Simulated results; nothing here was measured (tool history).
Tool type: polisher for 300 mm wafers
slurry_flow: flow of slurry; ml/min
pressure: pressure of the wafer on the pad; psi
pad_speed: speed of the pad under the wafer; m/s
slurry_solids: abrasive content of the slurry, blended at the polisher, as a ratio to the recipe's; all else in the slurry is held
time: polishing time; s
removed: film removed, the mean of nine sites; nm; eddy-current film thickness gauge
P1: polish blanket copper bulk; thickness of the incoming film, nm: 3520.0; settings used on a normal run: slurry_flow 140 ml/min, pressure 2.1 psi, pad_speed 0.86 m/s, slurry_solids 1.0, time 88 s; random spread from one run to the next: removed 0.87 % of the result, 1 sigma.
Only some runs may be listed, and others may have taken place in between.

run,hour,slurry_flow,pressure,pad_speed,slurry_solids,time,removed
1,5.5,140,2.1,0.86,1.0,88,416.25
2,9.9,205,2.1,0.86,1.0,88,437.25
3,16.6,140,2.1,0.86,0.6,88,373.99
4,22.6,140,2.1,0.86,1.4,88,448.12
5,30.2,140,1.0,0.86,1.0,88,198.75
6,37.8,140,2.1,0.54,1.0,88,263.60
7,45.7,140,2.1,0.86,1.0,88,414.72
8,51.7,140,2.7,0.86,1.0,88,536.19
9,60.6,85,2.1,0.86,1.0,88,369.36
10,66.1,140,2.1,0.86,1.0,40,190.43
11,72.0,140,2.1,0.86,1.0,88,415.96
12,76.6,140,2.1,1.34,1.0,88,637.15
13,84.8,140,2.1,0.86,1.0,88,415.56
14,90.3,140,2.1,0.86,1.0,134,637.85
# hour 95.9: head pressure recalibrated
15,97.0,140,2.1,0.86,1.0,88,417.72
16,105.0,105,2.1,0.86,1.0,114,513.10
17,110.6,140,2.1,0.86,1.0,88,419.88
18,115.9,140,2.1,0.86,1.0,88,399.70
19,121.2,140,2.1,0.86,1.0,88,392.78
20,126.6,140,2.1,0.86,1.0,88,382.37
21,131.9,140,2.1,0.86,1.0,88,380.99

For run 22, what comes out?
# hour 132.8: worn pad replaced by a new one
22,136.6,140,2.1,0.86,1.0,88,?

removed: 380.73 nm
